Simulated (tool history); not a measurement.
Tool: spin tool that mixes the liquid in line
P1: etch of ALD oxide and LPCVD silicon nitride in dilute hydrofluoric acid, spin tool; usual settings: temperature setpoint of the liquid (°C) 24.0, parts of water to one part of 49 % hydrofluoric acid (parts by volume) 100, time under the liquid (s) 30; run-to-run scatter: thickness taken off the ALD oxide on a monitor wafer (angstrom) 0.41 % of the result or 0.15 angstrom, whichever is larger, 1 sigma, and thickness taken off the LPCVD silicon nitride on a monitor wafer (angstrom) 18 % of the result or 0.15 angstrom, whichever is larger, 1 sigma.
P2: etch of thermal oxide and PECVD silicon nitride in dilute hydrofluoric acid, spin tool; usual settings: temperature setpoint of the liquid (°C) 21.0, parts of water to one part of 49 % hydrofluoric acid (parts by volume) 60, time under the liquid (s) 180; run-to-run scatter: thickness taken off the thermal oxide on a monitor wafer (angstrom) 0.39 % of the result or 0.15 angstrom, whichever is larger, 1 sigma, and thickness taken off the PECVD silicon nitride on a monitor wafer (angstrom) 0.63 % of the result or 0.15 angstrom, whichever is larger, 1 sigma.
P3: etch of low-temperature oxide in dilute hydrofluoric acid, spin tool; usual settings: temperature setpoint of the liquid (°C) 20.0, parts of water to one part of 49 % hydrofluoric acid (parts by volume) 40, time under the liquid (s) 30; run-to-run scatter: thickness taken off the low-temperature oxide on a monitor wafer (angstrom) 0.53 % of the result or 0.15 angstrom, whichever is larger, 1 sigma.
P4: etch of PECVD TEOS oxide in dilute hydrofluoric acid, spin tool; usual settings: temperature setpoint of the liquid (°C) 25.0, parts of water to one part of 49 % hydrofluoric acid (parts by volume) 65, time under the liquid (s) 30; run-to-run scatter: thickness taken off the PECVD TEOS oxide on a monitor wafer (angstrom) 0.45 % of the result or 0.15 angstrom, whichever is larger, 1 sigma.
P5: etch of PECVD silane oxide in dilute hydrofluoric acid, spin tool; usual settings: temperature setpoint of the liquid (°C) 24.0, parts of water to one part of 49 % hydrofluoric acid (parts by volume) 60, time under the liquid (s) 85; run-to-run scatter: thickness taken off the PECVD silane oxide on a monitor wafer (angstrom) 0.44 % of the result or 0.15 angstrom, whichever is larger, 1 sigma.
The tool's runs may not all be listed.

| run | hour | process that ran | temperature setpoint of the liquid (°C) | parts of water to one part of 49 % hydrofluoric acid (parts by volume) | time under the liquid (s) | thickness taken off the ALD oxide on a monitor wafer (angstrom) | thickness taken off the LPCVD silicon nitride on a monitor wafer (angstrom) | thickness taken off the low-temperature oxide on a monitor wafer (angstrom) | thickness taken off the thermal oxide on a monitor wafer (angstrom) | thickness taken off the PECVD silicon nitride on a monitor wafer (angstrom) | thickness taken off the PECVD silane oxide on a monitor wafer (angstrom) | thickness taken off the PECVD TEOS oxide on a monitor wafer (angstrom) |
|---|---|---|---|---|---|---|---|---|---|---|---|---|
| 1 | 6.9 | P1 | 24.0 | 100 | 30 | 57.277 | 1.67320 |  |  |  |  |  |
| 2 | 10.0 | P3 | 20.0 | 40 | 30 |  |  | 86.299 |  |  |  |  |
| 3 | 14.6 | P1 | 24.0 | 100 | 30 | 57.193 | 1.46910 |  |  |  |  |  |
| 4 | 20.4 | P1 | 24.0 | 100 | 30 | 57.273 | 1.23760 |  |  |  |  |  |
| 5 | 23.5 | P1 | 24.0 | 100 | 30 | 57.397 | 1.37210 |  |  |  |  |  |
| 6 | 29.3 | P1 | 24.0 | 100 | 50 | 96.047 | 2.30540 |  |  |  |  |  |
| 7 | 35.3 | P1 | 24.0 | 100 | 15 | 28.695 | 0.61284 |  |  |  |  |  |
| 8 | 42.0 | P1 | 24.0 | 165 | 15 | 15.891 | 0.48615 |  |  |  |  |  |
| 9 | 48.7 | P2 | 29.0 | 60 | 180 |  |  |  | 173.610 | 68.900 |  |  |
| 10 | 53.1 | P5 | 24.0 | 60 | 15 |  |  |  |  |  | 85.073 |  |
| 11 | 57.6 | P1 | 24.0 | 25 | 15 | 126.050 | 2.29980 |  |  |  |  |  |
| 12 | 63.4 | P3 | 27.5 | 40 | 30 |  |  | 117.860 |  |  |  |  |
| 13 | 68.9 | P1 | 24.0 | 100 | 30 | 57.460 | 1.08650 |  |  |  |  |  |
| 14 | 71.9 | P3 | 20.0 | 40 | 50 |  |  | 142.420 |  |  |  |  |
| 15 | 79.0 | P2 | 21.0 | 60 | 180 |  |  |  | 126.570 | 40.517 |  |  |
| 16 | 82.4 | P4 | 25.0 | 65 | 30 |  |  |  |  |  |  | 127.940 |
| 17 | 85.5 | P3 | 20.0 | 20 | 30 |  |  | 176.990 |  |  |  |  |
| 18 | 89.0 | P5 | 24.0 | 35 | 85 |  |  |  |  |  | 854.110 |  |
| 19 | 94.5 | P4 | 25.0 | 65 | 30 |  |  |  |  |  |  | 128.580 |
| 20 | 98.8 | P1 | 24.0 | 40 | 30 | 156.270 | 3.56730 |  |  |  |  |  |
| 21 | 102.1 | P1 | 24.0 | 100 | 30 | 57.186 | 0.83966 |  |  |  |  |  |
| 22 | 108.0 | P1 | 32.5 | 100 | 30 | 78.611 | 2.21190 |  |  |  |  |  |
| 23 | 113.0 | P1 | 30.0 | 100 | 45 | 108.040 | 3.10440 |  |  |  |  |  |
| 24 | 117.5 | P4 | 25.0 | 65 | 15 |  |  |  |  |  |  | 64.334 |
| 25 | 123.2 | P1 | 18.5 | 100 | 30 | 45.461 | 1.07760 |  |  |  |  |  |
| 26 | 127.0 | P1 | 24.0 | 180 | 30 | 29.285 | 0.56022 |  |  |  |  |  |
| 27 | 133.4 | P1 | 24.0 | 100 | 30 | 56.865 | 0.99892 |  |  |  |  |  |
| 28 | 138.9 | P4 | 25.0 | 25 | 30 |  |  |  |  |  |  | 352.440 |
| 29 | 144.2 | P2 | 21.0 | 60 | 100 |  |  |  | 70.629 | 22.718 |  |  |
| 30 | 149.6 | P4 | 18.5 | 65 | 30 |  |  |  |  |  |  | 97.466 |
| 31 | 156.6 | P2 | 21.0 | 60 | 180 |  |  |  | 126.210 | 40.837 |  |  |
| 32 | 162.0 | P5 | 17.0 | 60 | 85 |  |  |  |  |  | 359.390 |  |
| 33 | 165.7 | P2 | 21.0 | 20 | 180 |  |  |  | 399.250 | 117.380 |  |  |
| 34 | 170.9 | P5 | 24.0 | 60 | 85 |  |  |  |  |  | 482.610 |  |
| 35 | 176.2 | P1 | 24.0 | 100 | 30 | 57.429 | 1.61980 |  |  |  |  |  |
| 36 | 182.0 | P1 | 24.0 | 100 | 30 | 59.203 | 1.59870 |  |  |  |  |  |
| 37 | 185.1 | P1 | 24.0 | 100 | 30 | 60.760 | 1.56600 |  |  |  |  |  |
| 38 | 191.3 | P1 | 24.0 | 100 | 30 | 61.045 | 1.75940 |  |  |  |  |  |
| 39 | 197.2 | P1 | 24.0 | 100 | 30 | 61.803 | 2.02140 |  |  |  |  |  |
| 40 | 203.0 | P1 | 24.0 | 100 | 30 | 61.646 | 1.67620 |  |  |  |  |  |
| 41 | 208.6 | P1 | 24.0 | 100 | 30 | 62.410 | 0.72829 |  |  |  |  |  |

What P1 gives has crept away from where it was. These 2 causes fit the log equally well, each at the size given:
A: hydrofluoric acid flow above the setpoint (%) = 7.06
B: liquid hotter than its thermometer reads (K) = 1.95
The creep began at about hour 176.2.

4 check runs are offered, one wafer each, their results left as question marks. Which one tells the causes apart?
| check 1 | 214.2 | P4 | 25.0 | 65 | 30 |  |  |  |  |  |  | ? |
| check 2 | 214.2 | P2 | 21.0 | 60 | 180 |  |  |  | ? | ? |  |  |
| check 3 | 214.2 | P5 | 24.0 | 60 | 85 |  |  |  |  |  | ? |  |
| check 4 | 214.2 | P3 | 20.0 | 40 | 30 |  |  | ? |  |  |  |  |

What each check would give under each cause:
| check | result | if A | if B |
|---|---|---|---|
| check 1 | thickness taken off the PECVD TEOS oxide on a monitor wafer (angstrom) | 137.870 | 138.420 |
| check 2 | thickness taken off the thermal oxide on a monitor wafer (angstrom) | 136.160 | 137.230 |
| check 2 | thickness taken off the PECVD silicon nitride on a monitor wafer (angstrom) | 43.277 | 46.243 |
| check 3 | thickness taken off the PECVD silane oxide on a monitor wafer (angstrom) | 518.420 | 521.290 |
| check 4 | thickness taken off the low-temperature oxide on a monitor wafer (angstrom) | 92.553 | 93.607 |
How far apart the two closest causes lie, in the result that separates them most: check 1 0.4 %; check 2 6.63 %; check 3 0.55 %; check 4 1.13 %
Check 2 tells the causes apart: in the others they would give nearly the same result.

Check 2 was then run and gave: thickness taken off the thermal oxide on a monitor wafer (angstrom) 136.920; thickness taken off the PECVD silicon nitride on a monitor wafer (angstrom) 45.821. Which cause is it?

It is B: liquid hotter than its thermometer reads (K).
